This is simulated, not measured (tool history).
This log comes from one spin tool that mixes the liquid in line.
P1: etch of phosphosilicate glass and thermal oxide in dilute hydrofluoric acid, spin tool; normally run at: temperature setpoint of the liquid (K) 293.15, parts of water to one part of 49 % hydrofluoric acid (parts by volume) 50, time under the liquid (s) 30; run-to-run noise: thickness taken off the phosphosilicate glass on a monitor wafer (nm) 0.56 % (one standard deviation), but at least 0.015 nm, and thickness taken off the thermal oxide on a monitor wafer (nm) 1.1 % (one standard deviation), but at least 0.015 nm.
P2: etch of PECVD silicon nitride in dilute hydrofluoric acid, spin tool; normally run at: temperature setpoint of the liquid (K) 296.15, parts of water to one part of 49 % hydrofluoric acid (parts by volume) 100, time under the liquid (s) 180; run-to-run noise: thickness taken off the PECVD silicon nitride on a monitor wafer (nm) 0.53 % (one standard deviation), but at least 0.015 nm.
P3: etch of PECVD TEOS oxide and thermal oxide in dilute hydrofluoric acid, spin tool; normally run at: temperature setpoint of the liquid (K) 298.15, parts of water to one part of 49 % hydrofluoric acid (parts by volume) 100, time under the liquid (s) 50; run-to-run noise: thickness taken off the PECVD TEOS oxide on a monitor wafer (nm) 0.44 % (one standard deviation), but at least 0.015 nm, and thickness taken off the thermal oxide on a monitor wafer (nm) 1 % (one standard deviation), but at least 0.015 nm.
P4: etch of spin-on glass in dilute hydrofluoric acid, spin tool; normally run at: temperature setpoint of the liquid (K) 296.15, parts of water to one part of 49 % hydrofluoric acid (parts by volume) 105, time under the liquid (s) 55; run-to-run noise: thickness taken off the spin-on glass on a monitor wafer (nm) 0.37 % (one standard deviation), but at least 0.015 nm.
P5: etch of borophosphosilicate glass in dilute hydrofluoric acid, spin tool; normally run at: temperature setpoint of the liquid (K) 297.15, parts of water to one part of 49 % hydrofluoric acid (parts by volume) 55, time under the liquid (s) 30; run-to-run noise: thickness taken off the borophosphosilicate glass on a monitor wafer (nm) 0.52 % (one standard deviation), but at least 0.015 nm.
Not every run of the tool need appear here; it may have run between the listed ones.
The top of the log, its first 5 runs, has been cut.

| run | hour | process that ran | temperature setpoint of the liquid (K) | parts of water to one part of 49 % hydrofluoric acid (parts by volume) | time under the liquid (s) | hours since the thermometer was replaced | hours since the hydrofluoric acid flow meter was replaced | thickness taken off the phosphosilicate glass on a monitor wafer (nm) | thickness taken off the thermal oxide on a monitor wafer (nm) | thickness taken off the PECVD TEOS oxide on a monitor wafer (nm) | thickness taken off the PECVD silicon nitride on a monitor wafer (nm) | thickness taken off the borophosphosilicate glass on a monitor wafer (nm) | thickness taken off the spin-on glass on a monitor wafer (nm) |
|---|---|---|---|---|---|---|---|---|---|---|---|---|---|
|  | 56.1 | hydrofluoric acid flow meter replaced |
| 6 | 65.4 | P1 | 293.15 | 90 | 30 | 784.5 | 9.3 | 56.941 | 1.3781 |  |  |  |  |
| 7 | 76.4 | P1 | 293.15 | 50 | 30 | 795.5 | 20.3 | 106.7 | 2.5827 |  |  |  |  |
| 8 | 87.9 | P3 | 298.15 | 100 | 50 | 807 | 31.8 |  | 2.464 | 5.0203 |  |  |  |
| 9 | 101.9 | P1 | 293.15 | 50 | 30 | 821 | 45.8 | 106.86 | 2.6461 |  |  |  |  |
| 10 | 116.8 | P3 | 298.15 | 170 | 50 | 835.9 | 60.7 |  | 1.3011 | 2.7054 |  |  |  |
| 11 | 130.1 | P1 | 300.65 | 70 | 30 | 849.2 | 74 | 102.3 | 2.541 |  |  |  |  |
| 12 | 138.4 | P1 | 293.15 | 20 | 30 | 857.5 | 82.3 | 277.27 | 6.837 |  |  |  |  |
| 13 | 151.2 | P1 | 297.65 | 50 | 30 | 870.3 | 95.1 | 128.83 | 3.1423 |  |  |  |  |
| 14 | 163.2 | P4 | 296.15 | 105 | 80 | 882.3 | 107.1 |  |  |  |  |  | 30.269 |
|  | 167.7 | thermometer replaced |
| 15 | 171.4 | P3 | 298.15 | 100 | 25 | 3.7 | 115.3 |  | 1.2473 | 2.5285 |  |  |  |
| 16 | 182.9 | P5 | 304.65 | 55 | 30 | 15.2 | 126.8 |  |  |  |  | 38.419 |  |
| 17 | 193.4 | P5 | 297.15 | 85 | 30 | 25.7 | 137.3 |  |  |  |  | 17.875 |  |
| 18 | 200.5 | P1 | 293.15 | 85 | 15 | 32.8 | 144.4 | 30.314 | 0.7132 |  |  |  |  |
| 19 | 213.9 | P1 | 293.15 | 85 | 60 | 46.2 | 157.8 | 120.98 | 2.9858 |  |  |  |  |
| 20 | 228.9 | P1 | 293.15 | 50 | 30 | 61.2 | 172.8 | 106.45 | 2.6084 |  |  |  |  |
| 21 | 244.6 | P1 | 293.15 | 50 | 60 | 76.9 | 188.5 | 215.94 | 5.2645 |  |  |  |  |
| 22 | 252.7 | P5 | 297.15 | 55 | 30 | 85 | 196.6 |  |  |  |  | 28.338 |  |
| 23 | 264.6 | P2 | 290.15 | 100 | 180 | 96.9 | 208.5 |  |  |  | 4.8128 |  |  |
| 24 | 277.1 | P4 | 296.15 | 155 | 55 | 109.4 | 221 |  |  |  |  |  | 13.311 |
| 25 | 291.5 | P3 | 298.15 | 100 | 50 | 123.8 | 235.4 |  | 2.4346 | 4.9682 |  |  |  |

The next listed run, before its measurement:
| 26 | 307.3 | P4 | 303.15 | 105 | 55 | 139.6 | 251.2 |  |  |  |  |  | ? |

thickness taken off the spin-on glass on a monitor wafer (nm): 27.268
